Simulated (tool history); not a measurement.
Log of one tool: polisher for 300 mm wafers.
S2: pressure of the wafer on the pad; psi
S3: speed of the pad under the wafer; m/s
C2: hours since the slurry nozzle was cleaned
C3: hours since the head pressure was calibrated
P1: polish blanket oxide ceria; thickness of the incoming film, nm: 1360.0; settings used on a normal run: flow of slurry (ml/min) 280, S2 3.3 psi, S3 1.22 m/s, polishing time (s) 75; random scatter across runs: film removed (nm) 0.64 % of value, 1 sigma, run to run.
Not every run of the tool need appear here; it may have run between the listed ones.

run 1 hour=4.2 | flow_of_slurry_(ml/min)=280 S2=3.3 S3=1.22 polishing_time_(s)=75 | wafers_polished_on_this_pad=265 C2=111.8 C3=446.0 | film_removed_(nm)=478.76
run 2 hour=6.9 | flow_of_slurry_(ml/min)=280 S2=3.3 S3=1.22 polishing_time_(s)=111 | wafers_polished_on_this_pad=297 C2=114.5 C3=448.7 | film_removed_(nm)=702.66
-- hour=7.8 slurry nozzle cleaned
run 3 hour=10.2 | flow_of_slurry_(ml/min)=280 S2=2.0 S3=1.22 polishing_time_(s)=75 | wafers_polished_on_this_pad=335 C2=2.5 C3=452.0 | film_removed_(nm)=288.00
run 4 hour=13.8 | flow_of_slurry_(ml/min)=280 S2=3.3 S3=1.22 polishing_time_(s)=75 | wafers_polished_on_this_pad=378 C2=6.1 C3=455.6 | film_removed_(nm)=469.22
run 5 hour=16.6 | flow_of_slurry_(ml/min)=280 S2=3.3 S3=0.68 polishing_time_(s)=75 | wafers_polished_on_this_pad=411 C2=8.9 C3=458.4 | film_removed_(nm)=264.27
run 6 hour=19.8 | flow_of_slurry_(ml/min)=280 S2=3.3 S3=1.22 polishing_time_(s)=75 | wafers_polished_on_this_pad=449 C2=12.1 C3=461.6 | film_removed_(nm)=479.72
run 7 hour=22.4 | flow_of_slurry_(ml/min)=280 S2=3.3 S3=1.22 polishing_time_(s)=75 | wafers_polished_on_this_pad=479 C2=14.7 C3=464.2 | film_removed_(nm)=480.22
run 8 hour=26.8 | flow_of_slurry_(ml/min)=280 S2=5.1 S3=1.22 polishing_time_(s)=75 | wafers_polished_on_this_pad=531 C2=19.1 C3=468.6 | film_removed_(nm)=733.25
run 9 hour=29.5 | flow_of_slurry_(ml/min)=205 S2=3.3 S3=0.94 polishing_time_(s)=75 | wafers_polished_on_this_pad=563 C2=21.8 C3=471.3 | film_removed_(nm)=350.83
run 10 hour=33.8 | flow_of_slurry_(ml/min)=170 S2=3.3 S3=1.22 polishing_time_(s)=75 | wafers_polished_on_this_pad=613 C2=26.1 C3=475.6 | film_removed_(nm)=451.29
run 11 hour=36.2 | flow_of_slurry_(ml/min)=280 S2=3.3 S3=1.22 polishing_time_(s)=34 | wafers_polished_on_this_pad=642 C2=28.5 C3=478.0 | film_removed_(nm)=216.35
run 12 hour=38.3 | flow_of_slurry_(ml/min)=405 S2=3.3 S3=1.22 polishing_time_(s)=75 | wafers_polished_on_this_pad=666 C2=30.6 C3=480.1 | film_removed_(nm)=487.08
run 13 hour=41.9 | flow_of_slurry_(ml/min)=280 S2=3.3 S3=1.22 polishing_time_(s)=75 | wafers_polished_on_this_pad=709 C2=34.2 C3=483.7 | film_removed_(nm)=473.78
run 14 hour=46.2 | flow_of_slurry_(ml/min)=280 S2=3.3 S3=1.22 polishing_time_(s)=75 | wafers_polished_on_this_pad=759 C2=38.5 C3=488.0 | film_removed_(nm)=480.20

Expected results for the next run?
run 15 hour=50.6 | flow_of_slurry_(ml/min)=280 S2=3.3 S3=0.70 polishing_time_(s)=55 | wafers_polished_on_this_pad=811 C2=42.9 C3=492.4 | film_removed_(nm)=?

Run 15 yielded film removed (nm) 199.93.
